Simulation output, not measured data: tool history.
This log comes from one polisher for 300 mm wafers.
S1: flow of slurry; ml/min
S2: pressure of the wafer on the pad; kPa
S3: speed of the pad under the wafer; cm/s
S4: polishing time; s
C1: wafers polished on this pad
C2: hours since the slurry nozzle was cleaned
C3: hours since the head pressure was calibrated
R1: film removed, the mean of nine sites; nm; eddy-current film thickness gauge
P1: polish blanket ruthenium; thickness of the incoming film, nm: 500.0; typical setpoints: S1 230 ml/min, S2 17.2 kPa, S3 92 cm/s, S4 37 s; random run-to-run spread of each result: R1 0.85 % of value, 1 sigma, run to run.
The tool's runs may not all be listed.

Run 1, hour 9.4: S1 230 ml/min, S2 17.2 kPa, S3 92 cm/s, S4 37 s; C1 352; C2 207.4; C3 370.6. Result: R1 57.688 nm.
Run 2, hour 17.7: S1 315 ml/min, S2 17.2 kPa, S3 126 cm/s, S4 37 s; C1 471; C2 215.7; C3 378.9. Result: R1 82.119 nm.
Run 3, hour 27.2: S1 230 ml/min, S2 8.3 kPa, S3 92 cm/s, S4 37 s; C1 608; C2 225.2; C3 388.4. Result: R1 27.55 nm.
Run 4, hour 37.2: S1 230 ml/min, S2 17.2 kPa, S3 92 cm/s, S4 37 s; C1 752; C2 235.2; C3 398.4. Result: R1 57.154 nm.
Run 5, hour 42: S1 230 ml/min, S2 17.2 kPa, S3 92 cm/s, S4 58 s; C1 821; C2 240; C3 403.2. Result: R1 89.378 nm.
At hour 51.3: slurry nozzle cleaned.
Run 6, hour 52.8: S1 230 ml/min, S2 17.2 kPa, S3 92 cm/s, S4 37 s; C1 976; C2 1.5; C3 414. Result: R1 56.931 nm.
Run 7, hour 62.2: S1 230 ml/min, S2 17.2 kPa, S3 126 cm/s, S4 37 s; C1 1112; C2 10.9; C3 423.4. Result: R1 77.832 nm.
Run 8, hour 68.3: S1 230 ml/min, S2 25.5 kPa, S3 92 cm/s, S4 37 s; C1 1200; C2 17; C3 429.5. Result: R1 84.598 nm.
Run 9, hour 74.3: S1 230 ml/min, S2 11 kPa, S3 92 cm/s, S4 18 s; C1 1286; C2 23; C3 435.5. Result: R1 18.071 nm.
Run 10, hour 80.8: S1 230 ml/min, S2 17.2 kPa, S3 92 cm/s, S4 37 s; C1 1380; C2 29.5; C3 442. Result: R1 57.52 nm.
Run 11, hour 87.4: S1 230 ml/min, S2 17.2 kPa, S3 92 cm/s, S4 27 s; C1 1475; C2 36.1; C3 448.6. Result: R1 41.787 nm.
Run 12, hour 92.8: S1 140 ml/min, S2 17.2 kPa, S3 92 cm/s, S4 37 s; C1 1552; C2 41.5; C3 454. Result: R1 53.263 nm.
Run 13, hour 100.4: S1 345 ml/min, S2 17.2 kPa, S3 92 cm/s, S4 37 s; C1 1662; C2 49.1; C3 461.6. Result: R1 60.029 nm.
Run 14, hour 105.1: S1 230 ml/min, S2 17.2 kPa, S3 42 cm/s, S4 37 s; C1 1730; C2 53.8; C3 466.3. Result: R1 26.293 nm.
Run 15, hour 115.3: S1 230 ml/min, S2 17.2 kPa, S3 92 cm/s, S4 37 s; C1 1876; C2 64; C3 476.5. Result: R1 57.764 nm.
Run 16, hour 123.7: S1 230 ml/min, S2 17.2 kPa, S3 56 cm/s, S4 24 s; C1 1997; C2 72.4; C3 484.9. Result: R1 22.763 nm.

The next listed run, before its measurement:
Run 17, hour 133.3: S1 230 ml/min, S2 17.2 kPa, S3 92 cm/s, S4 37 s; C1 2136; C2 82; C3 494.5. Result: R1 ?.

{"run 17": {"R1": 56.81}}

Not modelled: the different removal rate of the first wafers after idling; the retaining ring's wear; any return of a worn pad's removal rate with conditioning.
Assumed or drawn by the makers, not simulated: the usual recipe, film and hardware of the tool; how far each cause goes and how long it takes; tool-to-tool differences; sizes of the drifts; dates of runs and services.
